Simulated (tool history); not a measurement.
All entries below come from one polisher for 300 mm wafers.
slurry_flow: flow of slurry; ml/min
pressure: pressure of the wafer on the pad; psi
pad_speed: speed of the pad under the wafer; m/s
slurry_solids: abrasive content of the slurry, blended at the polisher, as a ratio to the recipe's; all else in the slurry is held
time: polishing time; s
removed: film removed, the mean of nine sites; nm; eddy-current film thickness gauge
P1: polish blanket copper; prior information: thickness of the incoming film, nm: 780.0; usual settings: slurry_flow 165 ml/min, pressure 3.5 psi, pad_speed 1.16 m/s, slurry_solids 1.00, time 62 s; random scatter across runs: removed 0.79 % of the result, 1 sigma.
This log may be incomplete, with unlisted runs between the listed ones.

| run | hour | slurry_flow | pressure | pad_speed | slurry_solids | time | wafers polished on this pad | hours since the slurry nozzle was cleaned | hours since the head pressure was calibrated | hours since the slurry blender was calibrated | removed |
|---|---|---|---|---|---|---|---|---|---|---|---|
| 1 | 10.2 | 165 | 3.5 | 1.16 | 1.00 | 62 | 555 | 208.0 | 944.3 | 220.2 | 263.69 |
| 2 | 17.4 | 165 | 3.5 | 1.16 | 1.00 | 45 | 623 | 215.2 | 951.5 | 227.4 | 188.63 |
| 3 | 23.0 | 165 | 4.5 | 1.16 | 1.00 | 62 | 676 | 220.8 | 957.1 | 233.0 | 336.33 |
| 4 | 31.5 | 165 | 1.6 | 1.16 | 1.00 | 62 | 756 | 229.3 | 965.6 | 241.5 | 118.45 |
| 5 | 43.9 | 165 | 3.5 | 1.16 | 1.00 | 62 | 873 | 241.7 | 978.0 | 253.9 | 258.08 |
| 6 | 50.4 | 165 | 3.5 | 1.16 | 1.00 | 62 | 934 | 248.2 | 984.5 | 260.4 | 258.07 |
| 7 | 62.9 | 220 | 3.5 | 1.16 | 1.00 | 62 | 1052 | 260.7 | 997.0 | 272.9 | 274.12 |
| 8 | 71.7 | 165 | 3.5 | 1.16 | 1.00 | 81 | 1135 | 269.5 | 1005.8 | 281.7 | 340.18 |
| 9 | 82.9 | 165 | 3.5 | 1.64 | 1.00 | 62 | 1241 | 280.7 | 1017.0 | 292.9 | 372.33 |
| 10 | 93.5 | 165 | 3.5 | 1.16 | 1.00 | 62 | 1341 | 291.3 | 1027.6 | 303.5 | 260.74 |
| 11 | 101.4 | 165 | 3.5 | 1.16 | 1.00 | 62 | 1415 | 299.2 | 1035.5 | 311.4 | 262.82 |
| 12 | 108.7 | 165 | 3.5 | 1.16 | 0.75 | 62 | 1484 | 306.5 | 1042.8 | 318.7 | 244.50 |
| 13 | 118.6 | 165 | 3.5 | 1.16 | 1.45 | 62 | 1577 | 316.4 | 1052.7 | 328.6 | 284.99 |
| 14 | 127.8 | 165 | 3.5 | 0.52 | 1.00 | 62 | 1664 | 325.6 | 1061.9 | 337.8 | 116.96 |
| 15 | 135.3 | 100 | 3.5 | 1.16 | 1.00 | 62 | 1735 | 333.1 | 1069.4 | 345.3 | 239.29 |
| 16 | 142.5 | 165 | 3.5 | 1.16 | 1.00 | 62 | 1803 | 340.3 | 1076.6 | 352.5 | 263.62 |
| 17 | 152.7 | 165 | 1.9 | 0.82 | 1.00 | 62 | 1899 | 350.5 | 1086.8 | 362.7 | 100.21 |
| 18 | 164.8 | 165 | 3.5 | 1.16 | 1.00 | 62 | 2013 | 362.6 | 1098.9 | 374.8 | 262.70 |

Estimate the outcome of run 19 from the log above:
| 19 | 176.3 | 165 | 3.5 | 1.16 | 1.00 | 62 | 2122 | 374.1 | 1110.4 | 386.3 | ? |

Logged for run 19: removed 264.62 nm.
